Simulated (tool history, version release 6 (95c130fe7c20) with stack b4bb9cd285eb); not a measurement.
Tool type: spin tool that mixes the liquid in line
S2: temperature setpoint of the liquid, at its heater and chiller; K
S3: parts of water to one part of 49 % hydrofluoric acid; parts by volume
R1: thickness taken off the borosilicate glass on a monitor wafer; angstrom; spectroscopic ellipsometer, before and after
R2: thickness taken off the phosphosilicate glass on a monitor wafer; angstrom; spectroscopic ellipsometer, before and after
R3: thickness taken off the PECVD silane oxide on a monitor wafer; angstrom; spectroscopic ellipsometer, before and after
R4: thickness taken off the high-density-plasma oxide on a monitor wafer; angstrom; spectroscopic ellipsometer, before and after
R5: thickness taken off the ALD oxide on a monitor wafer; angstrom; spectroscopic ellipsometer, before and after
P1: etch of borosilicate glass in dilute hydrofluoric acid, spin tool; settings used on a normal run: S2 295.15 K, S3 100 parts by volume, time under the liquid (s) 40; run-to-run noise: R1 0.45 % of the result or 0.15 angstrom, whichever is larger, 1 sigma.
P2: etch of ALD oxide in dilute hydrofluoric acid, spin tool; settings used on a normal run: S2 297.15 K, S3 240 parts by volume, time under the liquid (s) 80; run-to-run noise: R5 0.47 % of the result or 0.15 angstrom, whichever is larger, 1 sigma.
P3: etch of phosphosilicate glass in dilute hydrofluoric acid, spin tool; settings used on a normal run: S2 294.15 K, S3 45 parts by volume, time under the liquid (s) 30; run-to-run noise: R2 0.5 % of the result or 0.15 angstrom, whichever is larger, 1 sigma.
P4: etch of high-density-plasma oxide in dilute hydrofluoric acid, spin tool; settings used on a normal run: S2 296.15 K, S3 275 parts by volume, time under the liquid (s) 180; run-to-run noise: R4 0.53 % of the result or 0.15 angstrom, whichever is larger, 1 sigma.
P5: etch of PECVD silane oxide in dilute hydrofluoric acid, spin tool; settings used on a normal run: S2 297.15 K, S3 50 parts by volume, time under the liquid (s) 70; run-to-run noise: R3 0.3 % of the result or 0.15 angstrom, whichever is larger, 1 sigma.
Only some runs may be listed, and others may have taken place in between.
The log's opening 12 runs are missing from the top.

run 13 hour=150.9 | process_that_ran=P2 S2=297.15 S3=240 time_under_the_liquid_(s)=80 | R5=44.613
run 14 hour=164.1 | process_that_ran=P1 S2=295.15 S3=100 time_under_the_liquid_(s)=40 | R1=74.211
run 15 hour=172.4 | process_that_ran=P1 S2=295.15 S3=45 time_under_the_liquid_(s)=40 | R1=177.24
run 16 hour=181.9 | process_that_ran=P5 S2=304.65 S3=50 time_under_the_liquid_(s)=70 | R3=496.95
run 17 hour=197.3 | process_that_ran=P3 S2=302.15 S3=45 time_under_the_liquid_(s)=30 | R2=853.37
run 18 hour=209 | process_that_ran=P4 S2=296.15 S3=495 time_under_the_liquid_(s)=180 | R4=20.656
run 19 hour=217.2 | process_that_ran=P2 S2=297.15 S3=240 time_under_the_liquid_(s)=15 | R5=8.3427
run 20 hour=232.8 | process_that_ran=P4 S2=296.15 S3=275 time_under_the_liquid_(s)=355 | R4=90.116
run 21 hour=247 | process_that_ran=P1 S2=299.65 S3=100 time_under_the_liquid_(s)=40 | R1=89.544
run 22 hour=256.6 | process_that_ran=P5 S2=297.15 S3=50 time_under_the_liquid_(s)=135 | R3=708.33
run 23 hour=264 | process_that_ran=P1 S2=295.15 S3=25 time_under_the_liquid_(s)=15 | R1=122.43
run 24 hour=272.5 | process_that_ran=P3 S2=294.15 S3=45 time_under_the_liquid_(s)=15 | R2=310.62
run 25 hour=282.4 | process_that_ran=P1 S2=290.15 S3=100 time_under_the_liquid_(s)=40 | R1=61.199
run 26 hour=295.8 | process_that_ran=P5 S2=297.15 S3=50 time_under_the_liquid_(s)=70 | R3=369.51
run 27 hour=309.6 | process_that_ran=P2 S2=297.15 S3=50 time_under_the_liquid_(s)=80 | R5=265.15
run 28 hour=318 | process_that_ran=P1 S2=290.15 S3=140 time_under_the_liquid_(s)=40 | R1=41.288
run 29 hour=328.1 | process_that_ran=P1 S2=295.15 S3=100 time_under_the_liquid_(s)=40 | R1=75.049

Run 30, settings as shown, results not yet in. Your forecast:
run 30 hour=340 | process_that_ran=P2 S2=292.15 S3=240 time_under_the_liquid_(s)=80 | R5=?

Run 30 measured R5 37.106 angstrom.

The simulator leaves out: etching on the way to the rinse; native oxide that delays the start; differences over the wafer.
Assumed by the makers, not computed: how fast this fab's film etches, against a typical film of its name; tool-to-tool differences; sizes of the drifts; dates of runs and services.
